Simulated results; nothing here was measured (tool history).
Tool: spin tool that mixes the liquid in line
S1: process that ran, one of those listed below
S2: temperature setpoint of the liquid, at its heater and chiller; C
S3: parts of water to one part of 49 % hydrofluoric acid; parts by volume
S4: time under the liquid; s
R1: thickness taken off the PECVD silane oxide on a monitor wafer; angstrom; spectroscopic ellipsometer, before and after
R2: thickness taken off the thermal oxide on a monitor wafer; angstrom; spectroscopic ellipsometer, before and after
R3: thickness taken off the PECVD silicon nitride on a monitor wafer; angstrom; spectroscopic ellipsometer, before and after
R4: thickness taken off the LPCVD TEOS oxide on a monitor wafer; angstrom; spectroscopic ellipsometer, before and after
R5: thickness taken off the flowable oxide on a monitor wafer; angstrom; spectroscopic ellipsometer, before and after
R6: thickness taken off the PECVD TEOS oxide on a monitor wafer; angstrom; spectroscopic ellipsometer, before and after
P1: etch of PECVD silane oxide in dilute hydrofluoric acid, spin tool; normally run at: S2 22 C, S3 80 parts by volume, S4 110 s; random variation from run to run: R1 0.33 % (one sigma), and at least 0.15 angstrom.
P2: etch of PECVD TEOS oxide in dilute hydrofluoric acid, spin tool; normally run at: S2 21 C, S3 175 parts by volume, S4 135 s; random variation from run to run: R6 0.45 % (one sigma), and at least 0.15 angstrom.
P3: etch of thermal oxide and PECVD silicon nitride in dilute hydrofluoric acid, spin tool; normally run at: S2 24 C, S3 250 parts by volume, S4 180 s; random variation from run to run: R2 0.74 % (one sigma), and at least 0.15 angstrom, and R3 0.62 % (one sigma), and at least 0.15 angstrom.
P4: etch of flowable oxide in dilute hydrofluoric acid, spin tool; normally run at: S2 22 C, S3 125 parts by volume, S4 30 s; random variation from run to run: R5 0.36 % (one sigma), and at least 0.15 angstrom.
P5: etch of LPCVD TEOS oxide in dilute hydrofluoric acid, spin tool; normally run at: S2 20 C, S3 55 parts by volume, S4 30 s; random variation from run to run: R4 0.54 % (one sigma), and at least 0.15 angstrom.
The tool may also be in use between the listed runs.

run	day	S1	S2	S3	S4	R1	R2	R3	R4	R5	R6
1	0.362	P1	22	80	110	233.85					
2	0.975	P1	22	80	110	233.14					
3	1.4	P3	24	440	180		14.581	24.106			
4	1.896	P5	20	20	30				268.42		
5	2.362	P1	18	80	110	197.78					
6	2.733	P5	20	55	15				46.559		
7	3.25	P5	20	55	30				93.585		
8	3.583	P1	22	50	110	390.63					
9	3.975	P1	22	80	110	233.78					
10	4.3	P3	24	250	180		30.801	41.604			
11	4.621	P4	22	125	30					113.53	
12	4.888	P2	21	175	255						104.93
13	5.379	P2	21	275	135						32.005
14	5.867	P3	18.5	250	180		24.882	29.265			
15	6.167	P1	22	80	110	234.01					
16	6.554	P2	29.5	175	135						76.692
17	6.938	P1	22	140	180	204.43					
18	7.292	P4	22	125	60					225.8	
19	7.846	P1	17	130	110	111.1					
20	8.446	P1	22	80	195	416.11					
21	8.821	P4	22	55	30					279.41	
22	9.183	P2	21	175	135						55.433
23	9.762	P1	22	80	15	31.832					
24	10.225	P3	24	250	100		17.397	23.307			
25	10.542	P4	22	125	30					113.95	
26	11.138	P1	22	80	110	234.94					
27	11.692	P1	22	140	110	124.52					
28	12.029	P1	26	80	110	276.3					
29	12.642	P5	20	55	30				93.525		
30	13.067	P1	25	40	110	553.28					
31	13.358	P5	28.5	55	30				133.12		
32	13.821	P3	24	250	180		30.36	41.429			
33	14.279	P4	17	125	30					91.789	
34	14.583	P1	22	80	110	233.32					
35	15.146	P1	22	80	110	243.53					
36	15.612	P1	22	80	110	246.91					
37	16.146	P1	22	80	110	251.47					
38	16.633	P1	22	80	110	252.52					
39	17.221	P1	22	80	110	253.19					
40	17.562	P1	22	80	110	254.3					
41	18.092	P1	22	80	110	253.92					
42	18.517	P1	22	80	110	257.22					
43	18.946	P1	22	80	110	257.74					

What P1 gives has crept away from where it was. These 2 causes fit the log equally well, each at the size given:
A: hydrofluoric acid flow above the setpoint (%) = 8.48
B: liquid hotter than its thermometer reads (K) = 2.2
The creep began at about day 14.583.

4 check runs are offered, one wafer each, their results left as question marks. Which one tells the causes apart?
check 1	19.375	P2	21	175	135						?
check 2	19.375	P3	24	250	180		?	?			
check 3	19.375	P4	22	125	30					?	
check 4	19.375	P5	20	55	30				?		

What each check would give under each cause:
check	result	if A	if B
check 1	R6	60.992	60.307
check 2	R2	33.875	33.08
check 2	R3	45.11	47.639
check 3	R5	123.95	123.19
check 4	R4	102.01	102.6
How far apart the two closest causes lie, in the result that separates them most: check 1 1.13 %; check 2 5.45 %; check 3 0.61 %; check 4 0.57 %
Check 2 tells the causes apart: in the others they would give nearly the same result.

Then check 2 was run and gave: R2 33.293 angstrom; R3 48.088 angstrom. Which cause is it?

It is B: liquid hotter than its thermometer reads (K).
